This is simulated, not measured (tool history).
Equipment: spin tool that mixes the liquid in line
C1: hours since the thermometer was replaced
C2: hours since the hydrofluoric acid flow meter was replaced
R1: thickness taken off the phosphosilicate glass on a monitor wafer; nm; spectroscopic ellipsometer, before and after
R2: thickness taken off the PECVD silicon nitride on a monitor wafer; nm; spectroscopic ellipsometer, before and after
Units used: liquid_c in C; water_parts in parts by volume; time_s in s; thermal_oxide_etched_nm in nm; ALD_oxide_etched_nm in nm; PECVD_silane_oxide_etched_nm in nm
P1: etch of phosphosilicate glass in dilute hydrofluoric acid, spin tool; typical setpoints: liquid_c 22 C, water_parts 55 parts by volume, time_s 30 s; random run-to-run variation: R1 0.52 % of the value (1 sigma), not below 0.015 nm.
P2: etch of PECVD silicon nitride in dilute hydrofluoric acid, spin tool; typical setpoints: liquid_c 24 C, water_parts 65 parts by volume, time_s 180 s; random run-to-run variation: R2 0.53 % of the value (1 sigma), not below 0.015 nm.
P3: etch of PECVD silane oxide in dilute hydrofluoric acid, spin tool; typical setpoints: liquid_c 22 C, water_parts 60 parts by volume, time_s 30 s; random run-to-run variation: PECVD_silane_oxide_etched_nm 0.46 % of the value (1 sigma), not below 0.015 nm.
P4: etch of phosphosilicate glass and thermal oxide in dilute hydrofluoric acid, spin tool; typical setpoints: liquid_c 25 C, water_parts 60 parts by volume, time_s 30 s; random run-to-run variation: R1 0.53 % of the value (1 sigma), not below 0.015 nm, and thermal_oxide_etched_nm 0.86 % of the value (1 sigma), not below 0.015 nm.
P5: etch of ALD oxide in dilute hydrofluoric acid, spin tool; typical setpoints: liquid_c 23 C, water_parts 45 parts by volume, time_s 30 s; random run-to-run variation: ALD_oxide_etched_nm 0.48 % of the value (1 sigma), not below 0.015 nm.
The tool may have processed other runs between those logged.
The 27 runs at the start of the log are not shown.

run 28 hour=311.6 | process=P1 liquid_c=22 water_parts=55 time_s=30 | C1=751.5 C2=198.5 | R1=44.277
run 29 hour=323.1 | process=P3 liquid_c=22 water_parts=60 time_s=30 | C1=763 C2=210 | PECVD_silane_oxide_etched_nm=17.565
run 30 hour=337.9 | process=P1 liquid_c=22 water_parts=55 time_s=30 | C1=777.8 C2=224.8 | R1=44.728
run 31 hour=347.2 | process=P1 liquid_c=28 water_parts=55 time_s=30 | C1=787.1 C2=234.1 | R1=57.01
run 32 hour=355.9 | process=P1 liquid_c=22 water_parts=55 time_s=30 | C1=795.8 C2=242.8 | R1=45.086
run 33 hour=365.5 | process=P1 liquid_c=22 water_parts=55 time_s=30 | C1=805.4 C2=252.4 | R1=43.466
run 34 hour=376.7 | process=P1 liquid_c=22 water_parts=55 time_s=30 | C1=816.6 C2=263.6 | R1=42.808
run 35 hour=387.5 | process=P1 liquid_c=22 water_parts=55 time_s=30 | C1=827.4 C2=274.4 | R1=41.636

For run 36, what comes out?
run 36 hour=397.4 | process=P1 liquid_c=22 water_parts=55 time_s=30 | C1=837.3 C2=284.3 | R1=?

R1: 41.599 nm

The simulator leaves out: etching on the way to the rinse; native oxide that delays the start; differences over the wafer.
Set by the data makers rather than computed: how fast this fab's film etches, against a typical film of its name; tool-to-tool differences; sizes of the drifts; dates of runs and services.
